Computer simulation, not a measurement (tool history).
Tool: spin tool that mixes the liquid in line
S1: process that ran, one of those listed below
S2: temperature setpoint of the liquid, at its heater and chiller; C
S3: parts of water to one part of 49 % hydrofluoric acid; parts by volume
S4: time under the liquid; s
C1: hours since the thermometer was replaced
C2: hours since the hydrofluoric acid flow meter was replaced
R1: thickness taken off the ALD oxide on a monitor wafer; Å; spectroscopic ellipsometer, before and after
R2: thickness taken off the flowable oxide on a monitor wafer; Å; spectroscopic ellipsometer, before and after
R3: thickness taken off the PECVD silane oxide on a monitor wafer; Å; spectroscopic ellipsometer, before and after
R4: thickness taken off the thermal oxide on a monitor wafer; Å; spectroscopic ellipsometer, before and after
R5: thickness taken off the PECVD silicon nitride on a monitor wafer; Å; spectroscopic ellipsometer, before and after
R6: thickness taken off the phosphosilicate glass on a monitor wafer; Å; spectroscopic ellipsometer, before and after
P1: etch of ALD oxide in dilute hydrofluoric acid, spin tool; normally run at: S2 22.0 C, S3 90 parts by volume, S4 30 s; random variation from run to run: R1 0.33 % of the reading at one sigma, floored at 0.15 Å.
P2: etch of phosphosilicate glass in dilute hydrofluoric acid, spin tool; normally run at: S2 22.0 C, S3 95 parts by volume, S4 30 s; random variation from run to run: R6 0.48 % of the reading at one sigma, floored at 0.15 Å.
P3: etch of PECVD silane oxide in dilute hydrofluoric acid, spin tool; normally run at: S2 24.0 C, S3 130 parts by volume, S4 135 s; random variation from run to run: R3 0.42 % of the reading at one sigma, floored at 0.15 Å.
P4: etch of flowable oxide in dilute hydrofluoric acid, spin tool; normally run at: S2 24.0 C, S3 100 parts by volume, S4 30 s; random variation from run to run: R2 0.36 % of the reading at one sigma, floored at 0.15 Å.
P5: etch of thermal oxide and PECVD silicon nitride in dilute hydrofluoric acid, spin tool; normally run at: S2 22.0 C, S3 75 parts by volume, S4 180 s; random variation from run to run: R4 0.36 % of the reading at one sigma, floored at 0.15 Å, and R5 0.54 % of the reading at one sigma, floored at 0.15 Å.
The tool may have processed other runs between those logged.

Run 1, hour 6.7: S1 P1, S2 22.0 C, S3 90 parts by volume, S4 30 s; C1 586.1; C2 1049.4. Result: R1 70.772 Å.
Run 2, hour 12.9: S1 P4, S2 18.5 C, S3 100 parts by volume, S4 30 s; C1 592.3; C2 1055.6. Result: R2 84.972 Å.
Run 3, hour 22.6: S1 P3, S2 24.0 C, S3 30 parts by volume, S4 135 s; C1 602.0; C2 1065.3. Result: R3 2537.90 Å.
Run 4, hour 31.7: S1 P5, S2 29.5 C, S3 75 parts by volume, S4 180 s; C1 611.1; C2 1074.4. Result: R4 143.730 Å, R5 150.550 Å.
Run 5, hour 42.2: S1 P1, S2 27.5 C, S3 90 parts by volume, S4 15 s; C1 621.6; C2 1084.9. Result: R1 44.395 Å.
Run 6, hour 49.1: S1 P1, S2 17.0 C, S3 90 parts by volume, S4 30 s; C1 628.5; C2 1091.8. Result: R1 57.563 Å.
Run 7, hour 53.7: S1 P1, S2 22.0 C, S3 90 parts by volume, S4 55 s; C1 633.1; C2 1096.4. Result: R1 131.280 Å.
Run 8, hour 59.6: S1 P2, S2 17.0 C, S3 95 parts by volume, S4 30 s; C1 639.0; C2 1102.3. Result: R6 333.51 Å.
Run 9, hour 67.1: S1 P2, S2 22.0 C, S3 25 parts by volume, S4 30 s; C1 646.5; C2 1109.8. Result: R6 1690.90 Å.
Run 10, hour 73.8: S1 P4, S2 24.0 C, S3 100 parts by volume, S4 15 s; C1 653.2; C2 1116.5. Result: R2 52.696 Å.
Run 11, hour 83.5: S1 P1, S2 26.5 C, S3 90 parts by volume, S4 60 s; C1 662.9; C2 1126.2. Result: R1 172.740 Å.
Run 12, hour 88.2: S1 P5, S2 22.0 C, S3 115 parts by volume, S4 180 s; C1 667.6; C2 1130.9. Result: R4 66.681 Å, R5 60.198 Å.
Run 13, hour 95.8: S1 P1, S2 28.0 C, S3 55 parts by volume, S4 30 s; C1 675.2; C2 1138.5. Result: R1 156.460 Å.
Run 14, hour 101.3: S1 P4, S2 24.0 C, S3 100 parts by volume, S4 30 s; C1 680.7; C2 1144.0. Result: R2 105.380 Å.
Run 15, hour 108.7: S1 P2, S2 22.0 C, S3 95 parts by volume, S4 60 s; C1 688.1; C2 1151.4. Result: R6 819.65 Å.
Run 16, hour 118.7: S1 P1, S2 22.0 C, S3 90 parts by volume, S4 30 s; C1 698.1; C2 1161.4. Result: R1 72.118 Å.
Run 17, hour 124.4: S1 P3, S2 24.0 C, S3 130 parts by volume, S4 135 s; C1 703.8; C2 1167.1. Result: R3 516.22 Å.
Run 18, hour 130.6: S1 P1, S2 22.0 C, S3 140 parts by volume, S4 30 s; C1 710.0; C2 1173.3. Result: R1 43.251 Å.
Run 19, hour 139.7: S1 P5, S2 22.0 C, S3 75 parts by volume, S4 180 s; C1 719.1; C2 1182.4. Result: R4 106.960 Å, R5 91.699 Å.
Run 20, hour 144.7: S1 P2, S2 22.0 C, S3 95 parts by volume, S4 30 s; C1 724.1; C2 1187.4. Result: R6 408.01 Å.
Run 21, hour 153.3: S1 P2, S2 22.0 C, S3 95 parts by volume, S4 30 s; C1 732.7; C2 1196.0. Result: R6 408.47 Å.
Run 22, hour 163.0: S1 P3, S2 24.0 C, S3 130 parts by volume, S4 135 s; C1 742.4; C2 1205.7. Result: R3 510.79 Å.
Run 23, hour 172.7: S1 P4, S2 24.0 C, S3 100 parts by volume, S4 30 s; C1 752.1; C2 1215.4. Result: R2 105.550 Å.
Run 24, hour 182.7: S1 P5, S2 22.0 C, S3 75 parts by volume, S4 180 s; C1 762.1; C2 1225.4. Result: R4 106.910 Å, R5 91.734 Å.
Run 25, hour 190.1: S1 P1, S2 30.0 C, S3 90 parts by volume, S4 30 s; C1 769.5; C2 1232.8. Result: R1 97.604 Å.
Run 26, hour 198.0: S1 P3, S2 24.0 C, S3 130 parts by volume, S4 55 s; C1 777.4; C2 1240.7. Result: R3 207.87 Å.
Run 27, hour 207.5: S1 P1, S2 22.0 C, S3 90 parts by volume, S4 15 s; C1 786.9; C2 1250.2. Result: R1 35.707 Å.
Run 28, hour 213.9: S1 P3, S2 31.5 C, S3 130 parts by volume, S4 135 s; C1 793.3; C2 1256.6. Result: R3 679.14 Å.
Run 29, hour 220.4: S1 P1, S2 22.0 C, S3 20 parts by volume, S4 30 s; C1 799.8; C2 1263.1. Result: R1 351.980 Å.
Run 30, hour 228.2: S1 P4, S2 24.0 C, S3 185 parts by volume, S4 30 s; C1 807.6; C2 1270.9. Result: R2 51.575 Å.
Run 31, hour 238.4: S1 P1, S2 22.0 C, S3 90 parts by volume, S4 30 s; C1 817.8; C2 1281.1. Result: R1 71.316 Å.
Run 32, hour 244.7: S1 P1, S2 22.0 C, S3 90 parts by volume, S4 30 s; C1 824.1; C2 1287.4. Result: R1 71.264 Å.
Run 33, hour 250.2: S1 P1, S2 22.0 C, S3 90 parts by volume, S4 30 s; C1 829.6; C2 1292.9. Result: R1 71.377 Å.
Run 34, hour 255.9: S1 P1, S2 22.0 C, S3 90 parts by volume, S4 30 s; C1 835.3; C2 1298.6. Result: R1 71.715 Å.
Run 35, hour 265.4: S1 P5, S2 22.0 C, S3 75 parts by volume, S4 75 s; C1 844.8; C2 1308.1. Result: R4 44.178 Å, R5 38.102 Å.
Run 36, hour 275.4: S1 P1, S2 22.0 C, S3 90 parts by volume, S4 30 s; C1 854.8; C2 1318.1. Result: R1 71.874 Å.
Run 37, hour 281.0: S1 P1, S2 22.0 C, S3 90 parts by volume, S4 30 s; C1 860.4; C2 1323.7. Result: R1 70.055 Å.
Run 38, hour 289.7: S1 P1, S2 22.0 C, S3 90 parts by volume, S4 30 s; C1 869.1; C2 1332.4. Result: R1 68.694 Å.
Run 39, hour 298.0: S1 P1, S2 22.0 C, S3 90 parts by volume, S4 30 s; C1 877.4; C2 1340.7. Result: R1 68.061 Å.
Run 40, hour 306.0: S1 P1, S2 22.0 C, S3 90 parts by volume, S4 30 s; C1 885.4; C2 1348.7. Result: R1 67.118 Å.
Run 41, hour 313.8: S1 P1, S2 22.0 C, S3 90 parts by volume, S4 30 s; C1 893.2; C2 1356.5. Result: R1 67.647 Å.
Run 42, hour 322.8: S1 P1, S2 22.0 C, S3 90 parts by volume, S4 30 s; C1 902.2; C2 1365.5. Result: R1 66.885 Å.
Run 43, hour 329.0: S1 P1, S2 22.0 C, S3 90 parts by volume, S4 30 s; C1 908.4; C2 1371.7. Result: R1 67.007 Å.
Run 44, hour 339.0: S1 P1, S2 22.0 C, S3 90 parts by volume, S4 30 s; C1 918.4; C2 1381.7. Result: R1 67.086 Å.
Run 45, hour 345.0: S1 P1, S2 22.0 C, S3 90 parts by volume, S4 30 s; C1 924.4; C2 1387.7. Result: R1 66.421 Å.
Run 46, hour 351.3: S1 P1, S2 22.0 C, S3 90 parts by volume, S4 30 s; C1 930.7; C2 1394.0. Result: R1 66.346 Å.
Run 47, hour 358.5: S1 P1, S2 22.0 C, S3 90 parts by volume, S4 30 s; C1 937.9; C2 1401.2. Result: R1 66.220 Å.

P1 has crept away from where it was. The log is fitted equally well by each of these 2 causes, at the sizes shown:
A: hydrofluoric acid flow below the setpoint (%) = 6.46
B: liquid colder than its thermometer reads (K) = 1.82
Creep in the process output first set in at about hour 275.4.

Each of the 4 check runs below uses one wafer; its results are left as question marks. Which run tells the causes apart?
Run check 1, hour 365.7: S1 P4, S2 20.5 C, S3 175 parts by volume, S4 30 s. Result: R2 ?.
Run check 2, hour 365.7: S1 P3, S2 30.5 C, S3 70 parts by volume, S4 135 s. Result: R3 ?.
Run check 3, hour 365.7: S1 P5, S2 27.5 C, S3 75 parts by volume, S4 95 s. Result: R4 ?, R5 ?.
Run check 4, hour 365.7: S1 P2, S2 18.0 C, S3 25 parts by volume, S4 30 s. Result: R6 ?.

How each check would come out, cause by cause:
  check  result     if A     if B
check 1      R2   44.628   44.961
check 2      R3  1229.00  1233.50
check 3      R4   65.180   65.317
check 3      R5   64.857   61.539
check 4      R6  1335.30  1319.90
Separation of the two closest causes in each check, using whichever result separates them best: check 1 0.74 %; check 2 0.36 %; check 3 5.25 %; check 4 1.16 %
The other checks would show nearly matching results whichever cause is true, so check 3 is the only one that separates the causes.

With check 3 done, the readings were: R4 65.175 Å; R5 61.539 Å. Identify which of the listed causes applies.

The cause is B: liquid colder than its thermometer reads (K).
